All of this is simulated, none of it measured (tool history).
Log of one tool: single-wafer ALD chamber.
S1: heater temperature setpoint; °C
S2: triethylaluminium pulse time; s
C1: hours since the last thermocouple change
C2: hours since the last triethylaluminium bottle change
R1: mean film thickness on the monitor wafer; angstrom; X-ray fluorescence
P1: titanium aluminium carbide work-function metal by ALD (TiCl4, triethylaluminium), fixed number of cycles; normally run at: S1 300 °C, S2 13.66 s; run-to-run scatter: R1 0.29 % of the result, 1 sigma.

{"run": 1, "hour": 5.4, "S1": 300, "S2": 13.66, "C1": 581.2, "C2": 462.9, "R1": 20.923}
{"run": 2, "hour": 13.8, "S1": 300, "S2": 13.66, "C1": 589.6, "C2": 471.3, "R1": 20.901}
{"run": 3, "hour": 21.5, "S1": 300, "S2": 20.58, "C1": 597.3, "C2": 479, "R1": 21.072}
{"run": 4, "hour": 28.1, "S1": 300, "S2": 13.66, "C1": 603.9, "C2": 485.6, "R1": 20.99}
{"hour": 31.5, "done": "thermocouple changed; heater temperature recalibrated"}
{"run": 5, "hour": 33.9, "S1": 276, "S2": 13.66, "C1": 2.4, "C2": 491.4, "R1": 18.694}
{"run": 6, "hour": 39.7, "S1": 300, "S2": 13.66, "C1": 8.2, "C2": 497.2, "R1": 21.038}
{"run": 7, "hour": 48.8, "S1": 324, "S2": 13.66, "C1": 17.3, "C2": 506.3, "R1": 23.162}
{"run": 8, "hour": 58.0, "S1": 283, "S2": 6.48, "C1": 26.5, "C2": 515.5, "R1": 17.397}
{"run": 9, "hour": 64.6, "S1": 300, "S2": 13.66, "C1": 33.1, "C2": 522.1, "R1": 20.974}

Forecast run 10:
{"run": 10, "hour": 72.1, "S1": 300, "S2": 5.1, "C1": 40.6, "C2": 529.6, "R1": "?"}

R1: 17.524 angstrom
